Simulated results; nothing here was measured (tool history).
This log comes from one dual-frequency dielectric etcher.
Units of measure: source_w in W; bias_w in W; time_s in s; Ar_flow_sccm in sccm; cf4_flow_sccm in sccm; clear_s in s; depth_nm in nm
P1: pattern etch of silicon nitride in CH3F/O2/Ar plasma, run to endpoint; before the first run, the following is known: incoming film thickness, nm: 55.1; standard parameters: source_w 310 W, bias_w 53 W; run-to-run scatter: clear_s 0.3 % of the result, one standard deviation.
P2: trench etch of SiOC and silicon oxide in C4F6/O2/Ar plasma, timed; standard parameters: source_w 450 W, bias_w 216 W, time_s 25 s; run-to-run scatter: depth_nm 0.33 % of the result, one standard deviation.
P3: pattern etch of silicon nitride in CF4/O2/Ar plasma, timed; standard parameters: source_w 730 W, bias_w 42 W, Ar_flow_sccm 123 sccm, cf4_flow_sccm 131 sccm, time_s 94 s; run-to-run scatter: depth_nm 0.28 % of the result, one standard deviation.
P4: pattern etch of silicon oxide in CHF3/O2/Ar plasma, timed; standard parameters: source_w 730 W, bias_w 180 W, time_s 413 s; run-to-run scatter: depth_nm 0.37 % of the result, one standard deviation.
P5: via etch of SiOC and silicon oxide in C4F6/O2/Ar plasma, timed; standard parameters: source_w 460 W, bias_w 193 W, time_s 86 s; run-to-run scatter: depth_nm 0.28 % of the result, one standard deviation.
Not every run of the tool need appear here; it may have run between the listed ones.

run 1 hour=3.4 | process=P1 source_w=310 bias_w=53 | clear_s=97.551
run 2 hour=8 | process=P4 source_w=570 bias_w=180 time_s=413 | depth_nm=805.97
run 3 hour=12.7 | process=P3 source_w=730 bias_w=42 time_s=94 Ar_flow_sccm=100 cf4_flow_sccm=131 | depth_nm=245.3
run 4 hour=18.2 | process=P1 source_w=390 bias_w=64 | clear_s=83.684
run 5 hour=21 | process=P3 source_w=730 bias_w=26 time_s=94 Ar_flow_sccm=123 cf4_flow_sccm=131 | depth_nm=204.43
run 6 hour=25.6 | process=P5 source_w=460 bias_w=151 time_s=86 | depth_nm=96.832
run 7 hour=29.2 | process=P3 source_w=730 bias_w=42 time_s=94 Ar_flow_sccm=123 cf4_flow_sccm=131 | depth_nm=238.8
run 8 hour=32.7 | process=P2 source_w=600 bias_w=216 time_s=25 | depth_nm=61.701
run 9 hour=37.2 | process=P5 source_w=640 bias_w=193 time_s=86 | depth_nm=119.01
run 10 hour=40.4 | process=P2 source_w=450 bias_w=216 time_s=25 | depth_nm=54.827
run 11 hour=43.4 | process=P3 source_w=730 bias_w=42 time_s=94 Ar_flow_sccm=123 cf4_flow_sccm=93 | depth_nm=227.58
run 12 hour=47.2 | process=P3 source_w=1010 bias_w=42 time_s=94 Ar_flow_sccm=123 cf4_flow_sccm=131 | depth_nm=319.25
run 13 hour=51.6 | process=P1 source_w=420 bias_w=53 | clear_s=86.379
run 14 hour=56.8 | process=P1 source_w=310 bias_w=67 | clear_s=89.93
run 15 hour=60.4 | process=P1 source_w=240 bias_w=53 | clear_s=107.42
run 16 hour=64.4 | process=P4 source_w=730 bias_w=237 time_s=413 | depth_nm=965.23
run 17 hour=69.9 | process=P4 source_w=730 bias_w=180 time_s=588.5 | depth_nm=1257.8
run 18 hour=75.5 | process=P4 source_w=730 bias_w=180 time_s=413 | depth_nm=877.62
run 19 hour=79.3 | process=P2 source_w=450 bias_w=216 time_s=25 | depth_nm=54.928
run 20 hour=82 | process=P1 source_w=310 bias_w=53 | clear_s=97.755
run 21 hour=86.3 | process=P1 source_w=310 bias_w=53 | clear_s=97.277
run 22 hour=89.3 | process=P2 source_w=450 bias_w=216 time_s=33 | depth_nm=72.307
run 23 hour=93.5 | process=P5 source_w=460 bias_w=193 time_s=86 | depth_nm=104.69
run 24 hour=98.8 | process=P1 source_w=310 bias_w=53 | clear_s=97.264
run 25 hour=103.2 | process=P2 source_w=450 bias_w=154 time_s=25 | depth_nm=49.411
run 26 hour=107.7 | process=P1 source_w=310 bias_w=53 | clear_s=96.576
run 27 hour=111.7 | process=P1 source_w=310 bias_w=43 | clear_s=104
run 28 hour=116.1 | process=P5 source_w=460 bias_w=193 time_s=47.5 | depth_nm=57.475
run 29 hour=120.2 | process=P1 source_w=310 bias_w=53 | clear_s=97.23
run 30 hour=123.9 | process=P3 source_w=730 bias_w=42 time_s=141 Ar_flow_sccm=123 cf4_flow_sccm=131 | depth_nm=359.99
run 31 hour=127.8 | process=P1 source_w=310 bias_w=53 | clear_s=97.161
run 32 hour=132.3 | process=P1 source_w=310 bias_w=53 | clear_s=97.885
run 33 hour=136.2 | process=P1 source_w=310 bias_w=53 | clear_s=98.335
run 34 hour=141.2 | process=P1 source_w=310 bias_w=53 | clear_s=98.367
run 35 hour=146.5 | process=P1 source_w=310 bias_w=53 | clear_s=98.668
run 36 hour=151.4 | process=P1 source_w=310 bias_w=53 | clear_s=98.508
-- hour=155.8 wet clean of the chamber
run 37 hour=156.7 | process=P1 source_w=310 bias_w=53 | clear_s=98.831
run 38 hour=162 | process=P1 source_w=310 bias_w=53 | clear_s=98.764
run 39 hour=166.8 | process=P1 source_w=310 bias_w=53 | clear_s=99.035

Compared with where it was, what P1 gives has crept away. Each cause listed below fits the log as well as the rest, at the size given for it:
A: source power that arrives under what is set, % = 3.82
B: bias power that arrives under what is set, % = 4.52
The creep began at about hour 127.8.
Other possible causes, and why each is ruled out:
chamber walls in a state that lowers the etch rate, %: serviced at hour 155.8, after the change had begun; the process did not return to its earlier output

4 check runs are offered, one wafer each, their results left as question marks. Which one tells the causes apart?
run check 1 hour=171.6 | process=P5 source_w=570 bias_w=193 time_s=47.5 | depth_nm=?
run check 2 hour=171.6 | process=P3 source_w=880 bias_w=32 time_s=94 Ar_flow_sccm=123 cf4_flow_sccm=131 | depth_nm=?
run check 3 hour=171.6 | process=P4 source_w=600 bias_w=180 time_s=572.5 | depth_nm=?
run check 4 hour=171.6 | process=P2 source_w=560 bias_w=178 time_s=25 | depth_nm=?

How each check would come out, cause by cause:
check=check_1 result=depth_nm if_A=61.833 if_B=61.863
check=check_2 result=depth_nm if_A=249.41 if_B=254.51
check=check_3 result=depth_nm if_A=1118.1 if_B=1117.5
check=check_4 result=depth_nm if_A=55.47 if_B=55.533
Minimum pairwise separation of causes per check, each pair taken at its best-separating result: check 1 0.05 %; check 2 2.02 %; check 3 0.06 %; check 4 0.11 %
Only check 2 tells the causes apart: in the others they would give nearly the same result.

Check 2 was carried out, with these results: depth_nm 254.71 nm. Which of the listed causes is responsible?

B is the cause: bias power that arrives under what is set, %.
